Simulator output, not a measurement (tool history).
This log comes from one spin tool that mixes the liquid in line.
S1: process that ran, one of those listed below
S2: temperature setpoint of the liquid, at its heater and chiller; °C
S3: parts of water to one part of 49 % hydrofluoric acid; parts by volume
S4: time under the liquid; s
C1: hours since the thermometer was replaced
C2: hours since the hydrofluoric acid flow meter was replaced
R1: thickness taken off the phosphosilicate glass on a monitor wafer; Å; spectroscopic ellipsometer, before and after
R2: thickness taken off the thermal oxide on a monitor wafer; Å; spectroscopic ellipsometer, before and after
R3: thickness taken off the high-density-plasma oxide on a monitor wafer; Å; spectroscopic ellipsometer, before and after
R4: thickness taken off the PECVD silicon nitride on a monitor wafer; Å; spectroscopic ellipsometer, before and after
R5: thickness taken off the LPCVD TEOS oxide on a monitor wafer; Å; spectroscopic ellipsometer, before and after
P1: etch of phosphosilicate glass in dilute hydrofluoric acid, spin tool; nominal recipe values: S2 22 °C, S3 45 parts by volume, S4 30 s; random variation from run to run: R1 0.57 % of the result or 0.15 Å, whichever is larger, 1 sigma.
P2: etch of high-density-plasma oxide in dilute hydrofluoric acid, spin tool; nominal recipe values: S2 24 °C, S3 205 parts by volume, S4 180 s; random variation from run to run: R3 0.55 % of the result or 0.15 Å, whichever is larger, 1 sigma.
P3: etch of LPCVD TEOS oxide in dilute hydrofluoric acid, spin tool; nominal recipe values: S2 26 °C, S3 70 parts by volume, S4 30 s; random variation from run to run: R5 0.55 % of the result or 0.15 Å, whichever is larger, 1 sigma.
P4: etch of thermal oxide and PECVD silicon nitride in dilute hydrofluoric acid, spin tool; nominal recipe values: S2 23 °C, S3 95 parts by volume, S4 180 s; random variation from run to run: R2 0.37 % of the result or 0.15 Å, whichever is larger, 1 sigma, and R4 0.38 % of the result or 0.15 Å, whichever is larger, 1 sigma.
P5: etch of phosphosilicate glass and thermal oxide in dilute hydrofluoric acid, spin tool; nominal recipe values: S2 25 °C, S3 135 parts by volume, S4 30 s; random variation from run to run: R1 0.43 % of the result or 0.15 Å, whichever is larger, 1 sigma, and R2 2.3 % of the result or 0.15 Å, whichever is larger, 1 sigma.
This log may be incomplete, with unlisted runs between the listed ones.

run 1 day=0.404 | S1=P1 S2=22 S3=45 S4=30 | C1=546.2 C2=1140.9 | R1=583.08
run 2 day=0.758 | S1=P5 S2=18 S3=135 S4=30 | C1=554.7 C2=1149.4 | R1=172.42 R2=8.0137
run 3 day=1.004 | S1=P2 S2=24 S3=205 S4=15 | C1=560.6 C2=1155.3 | R3=3.3043
run 4 day=1.354 | S1=P1 S2=22 S3=25 S4=45 | C1=569 C2=1163.7 | R1=1613.2
run 5 day=1.558 | S1=P5 S2=25 S3=135 S4=30 | C1=573.9 C2=1168.6 | R1=226.84 R2=10.368
run 6 day=1.904 | S1=P2 S2=28.5 S3=205 S4=180 | C1=582.2 C2=1176.9 | R3=45.585
run 7 day=2.2 | S1=P1 S2=17 S3=45 S4=30 | C1=589.3 C2=1184 | R1=472.63
run 8 day=2.396 | S1=P1 S2=17 S3=30 S4=30 | C1=594 C2=1188.7 | R1=720.82
run 9 day=2.592 | S1=P1 S2=22 S3=45 S4=30 | C1=598.7 C2=1193.4 | R1=577.84
run 10 day=2.929 | S1=P1 S2=22 S3=45 S4=30 | C1=606.8 C2=1201.5 | R1=581.93
run 11 day=3.192 | S1=P1 S2=22 S3=20 S4=30 | C1=613.1 C2=1207.8 | R1=1360
run 12 day=3.467 | S1=P1 S2=22 S3=45 S4=30 | C1=619.7 C2=1214.4 | R1=585.08
run 13 day=3.875 | S1=P4 S2=23 S3=95 S4=180 | C1=629.5 C2=1224.2 | R2=85.548 R4=63.74
run 14 day=4.062 | S1=P5 S2=25 S3=250 S4=30 | C1=634 C2=1228.7 | R1=108.27 R2=5.1347
run 15 day=4.475 | S1=P1 S2=30 S3=45 S4=30 | C1=643.9 C2=1238.6 | R1=811.07
run 16 day=4.888 | S1=P4 S2=23 S3=95 S4=355 | C1=653.8 C2=1248.5 | R2=167.8 R4=126.35
run 17 day=5.138 | S1=P1 S2=22 S3=45 S4=30 | C1=659.8 C2=1254.5 | R1=583.28
run 18 day=5.467 | S1=P2 S2=24 S3=90 S4=180 | C1=667.7 C2=1262.4 | R3=100.36
run 19 day=5.817 | S1=P4 S2=23 S3=95 S4=180 | C1=676.1 C2=1270.8 | R2=85.61 R4=64.29
run 20 day=6.021 | S1=P3 S2=26 S3=70 S4=15 | C1=681 C2=1275.7 | R5=106.28
run 21 day=6.317 | S1=P5 S2=25 S3=135 S4=30 | C1=688.1 C2=1282.8 | R1=225.22 R2=10.445
run 22 day=6.521 | S1=P3 S2=19 S3=70 S4=30 | C1=693 C2=1287.7 | R5=157.38
run 23 day=6.717 | S1=P3 S2=26 S3=70 S4=30 | C1=697.7 C2=1292.4 | R5=210.52
run 24 day=6.904 | S1=P1 S2=22 S3=45 S4=15 | C1=702.2 C2=1296.9 | R1=292.53
run 25 day=7.192 | S1=P1 S2=22 S3=65 S4=30 | C1=709.1 C2=1303.8 | R1=395.76
run 26 day=7.538 | S1=P1 S2=22 S3=45 S4=30 | C1=717.4 C2=1312.1 | R1=582.39
run 27 day=7.783 | S1=P2 S2=24 S3=205 S4=180 | C1=723.3 C2=1318 | R3=39.146
run 28 day=8.204 | S1=P3 S2=26 S3=35 S4=30 | C1=733.4 C2=1328.1 | R5=442.77
run 29 day=8.588 | S1=P5 S2=25 S3=135 S4=15 | C1=742.6 C2=1337.3 | R1=113.86 R2=5.3669
run 30 day=8.917 | S1=P1 S2=22 S3=45 S4=30 | C1=750.5 C2=1345.2 | R1=586.74
run 31 day=9.192 | S1=P4 S2=28.5 S3=95 S4=180 | C1=757.1 C2=1351.8 | R2=106.49 R4=91.116
run 32 day=9.517 | S1=P1 S2=22 S3=45 S4=55 | C1=764.9 C2=1359.6 | R1=1068.9
run 33 day=9.879 | S1=P4 S2=23 S3=20 S4=180 | C1=773.6 C2=1368.3 | R2=446.29 R4=292.46
run 34 day=10.212 | S1=P1 S2=22 S3=45 S4=30 | C1=781.6 C2=1376.3 | R1=586.65
run 35 day=10.546 | S1=P1 S2=22 S3=45 S4=30 | C1=789.6 C2=1384.3 | R1=596.33
run 36 day=10.958 | S1=P1 S2=22 S3=45 S4=30 | C1=799.5 C2=1394.2 | R1=610.8
run 37 day=11.233 | S1=P1 S2=22 S3=45 S4=30 | C1=806.1 C2=1400.8 | R1=624.82
run 38 day=11.446 | S1=P1 S2=22 S3=45 S4=30 | C1=811.2 C2=1405.9 | R1=620.73
run 39 day=11.696 | S1=P1 S2=22 S3=45 S4=30 | C1=817.2 C2=1411.9 | R1=615.98
run 40 day=12.025 | S1=P1 S2=22 S3=45 S4=30 | C1=825.1 C2=1419.8 | R1=621.21
run 41 day=12.379 | S1=P1 S2=22 S3=45 S4=30 | C1=833.6 C2=1428.3 | R1=621.35

P1 no longer gives what it gave before; its output has crept away from where it was. The following 2 causes, each at its listed size, fit the log equally well:
A: liquid hotter than its thermometer reads (K) = 1.53
B: hydrofluoric acid flow above the setpoint (%) = 6.22
The drift started at roughly day 10.212.

Question marks stand in for the results of the 4 check runs listed below, each run on one wafer. Under which run would the listed causes show clearly different results?
run check 1 day=12.733 | S1=P3 S2=22 S3=70 S4=30 | R5=?
run check 2 day=12.733 | S1=P5 S2=18.5 S3=135 S4=15 | R1=? R2=?
run check 3 day=12.733 | S1=P4 S2=23 S3=60 S4=335 | R2=? R4=?
run check 4 day=12.733 | S1=P2 S2=24 S3=130 S4=15 | R3=?

Outcome of each check run for each possible cause:
check=check_1 result=R5 if_A=191.66 if_B=192.19
check=check_2 result=R1 if_A=93.402 if_B=94.023
check=check_2 result=R2 if_A=4.3864 if_B=4.4155
check=check_3 result=R2 if_A=280.16 if_B=280.78
check=check_3 result=R4 if_A=206.99 if_B=198.12
check=check_4 result=R3 if_A=5.9133 if_B=5.9753
Separation of the two closest causes in each check, using whichever result separates them best: check 1 0.28 %; check 2 0.66 %; check 3 4.38 %; check 4 1.04 %
The causes can be told apart only by check 3. The other checks would give nearly the same results under each of them.

Check 3 was carried out, with these results: R2 278.98 Å; R4 206.77 Å. Which of the listed causes is responsible?

Of the candidate causes, it is A: liquid hotter than its thermometer reads (K).
